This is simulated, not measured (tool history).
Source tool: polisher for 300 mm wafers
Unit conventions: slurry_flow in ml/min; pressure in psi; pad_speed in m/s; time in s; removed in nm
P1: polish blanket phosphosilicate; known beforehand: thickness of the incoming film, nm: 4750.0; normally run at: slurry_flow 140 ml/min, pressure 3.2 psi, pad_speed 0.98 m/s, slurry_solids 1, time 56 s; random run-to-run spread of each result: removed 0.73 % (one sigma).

run	hour	slurry_flow	pressure	pad_speed	slurry_solids	time	wafers polished on this pad	hours since the slurry nozzle was cleaned	hours since the head pressure was calibrated	hours since the slurry blender was calibrated	hours since the conditioning disc was replaced	removed
1	8.2	140	3.2	0.98	1	56	401	323.9	176.6	98.3	461.4	441.08
2	15.3	140	3.2	0.6	1	56	462	331	183.7	105.4	468.5	296.5
3	28.2	140	3.2	0.98	1	56	572	343.9	196.6	118.3	481.4	442.98
4	36.7	100	1.5	0.98	1	56	645	352.4	205.1	126.8	489.9	191.05
# hour 38.5: conditioning disc replaced and pad reconditioned
5	44	140	3.2	0.46	1	28	707	359.7	212.4	134.1	5.5	119.07
6	51	140	3.2	0.98	1	56	767	366.7	219.4	141.1	12.5	444.96
7	61.7	140	3.2	0.98	1	25	858	377.4	230.1	151.8	23.2	195.68
8	71	140	4.8	0.98	1	56	938	386.7	239.4	161.1	32.5	660.28
9	81.8	140	1.4	0.98	1	56	1030	397.5	250.2	171.9	43.3	192.9
10	88.3	140	3.2	0.98	1	76	1085	404	256.7	178.4	49.8	596.28
11	100.4	140	3.2	0.98	0.55	56	1189	416.1	268.8	190.5	61.9	322.81
12	106.9	140	3.2	0.98	1.35	56	1244	422.6	275.3	197	68.4	497.05
13	118.6	220	3.2	0.98	1	56	1344	434.3	287	208.7	80.1	472.27
14	130.5	140	3.2	0.98	1	56	1446	446.2	298.9	220.6	92	444.28
15	140.7	85	3.2	0.98	1	56	1533	456.4	309.1	230.8	102.2	394.58
16	152.9	140	3.2	0.98	1	56	1637	468.6	321.3	243	114.4	437.83
17	164.2	140	3.2	1.44	1	56	1734	479.9	332.6	254.3	125.7	592.91
18	176.5	140	3.2	0.98	1	56	1839	492.2	344.9	266.6	138	440.51
19	187.1	140	3.2	0.98	1	56	1929	502.8	355.5	277.2	148.6	422.07
20	198.9	140	3.2	0.98	1	56	2030	514.6	367.3	289	160.4	411.98
21	209.3	140	3.2	0.98	1	56	2119	525	377.7	299.4	170.8	398.65
# hour 209.7: conditioning disc replaced and pad reconditioned
22	217.7	140	3.2	0.98	1	56	2191	533.4	386.1	307.8	8	393.38

What does the tool deliver on the next run?
23	224.5	140	3.2	0.98	1	56	2249	540.2	392.9	314.6	14.8	?

removed: 394.62 nm

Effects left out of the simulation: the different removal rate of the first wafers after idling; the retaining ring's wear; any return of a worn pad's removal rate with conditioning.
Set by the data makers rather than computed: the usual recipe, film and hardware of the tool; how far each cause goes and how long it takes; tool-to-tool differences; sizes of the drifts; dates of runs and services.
